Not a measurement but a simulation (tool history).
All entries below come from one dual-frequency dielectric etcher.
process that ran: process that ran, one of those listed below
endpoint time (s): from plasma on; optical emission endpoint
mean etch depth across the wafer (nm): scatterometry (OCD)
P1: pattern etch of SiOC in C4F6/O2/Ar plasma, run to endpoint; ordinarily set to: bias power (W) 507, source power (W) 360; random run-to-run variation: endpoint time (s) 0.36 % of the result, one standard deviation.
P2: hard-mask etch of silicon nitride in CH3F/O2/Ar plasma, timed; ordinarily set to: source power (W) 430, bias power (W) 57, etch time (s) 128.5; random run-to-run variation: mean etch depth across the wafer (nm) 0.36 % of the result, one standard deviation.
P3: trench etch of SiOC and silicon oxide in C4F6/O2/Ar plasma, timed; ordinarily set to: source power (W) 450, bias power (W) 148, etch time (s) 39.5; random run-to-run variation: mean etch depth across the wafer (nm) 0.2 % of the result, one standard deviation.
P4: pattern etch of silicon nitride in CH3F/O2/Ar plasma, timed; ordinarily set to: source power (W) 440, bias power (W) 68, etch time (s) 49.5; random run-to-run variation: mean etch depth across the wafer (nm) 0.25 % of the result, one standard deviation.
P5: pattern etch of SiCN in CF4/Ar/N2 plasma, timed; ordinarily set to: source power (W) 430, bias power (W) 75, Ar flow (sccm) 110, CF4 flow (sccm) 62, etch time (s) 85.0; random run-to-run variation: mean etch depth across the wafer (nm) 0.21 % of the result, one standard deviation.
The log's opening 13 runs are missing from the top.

run	day	process that ran	bias power (W)	source power (W)	etch time (s)	Ar flow (sccm)	CF4 flow (sccm)	endpoint time (s)	mean etch depth across the wafer (nm)
14	3.912	P5	75	430	85.0	110	62		68.235
15	4.288	P1	507	360				16.145	
16	4.529	P4	68	570	49.5				37.634
17	4.717	P3	148	450	39.5				74.955
18	5.050	P2	77	430	128.5				94.549
19	5.342	P4	68	440	49.5				34.129
20	5.725	P5	75	430	85.0	70	62		73.156
# day 6.050: bias power generator calibrated
21	6.121	P4	68	440	27.0				18.573
22	6.483	P4	96	440	49.5				38.359
23	6.821	P1	507	360				16.124	
24	7.029	P1	632	220				17.665	
25	7.321	P1	507	360				16.072	
26	7.504	P5	75	530	85.0	110	62		81.994
27	7.800	P2	57	430	128.5				85.191

Estimate the outcome of run 28 from the log above:
28	8.196	P3	148	280	39.5				?

Run 28 produced mean etch depth across the wafer (nm) 62.180.
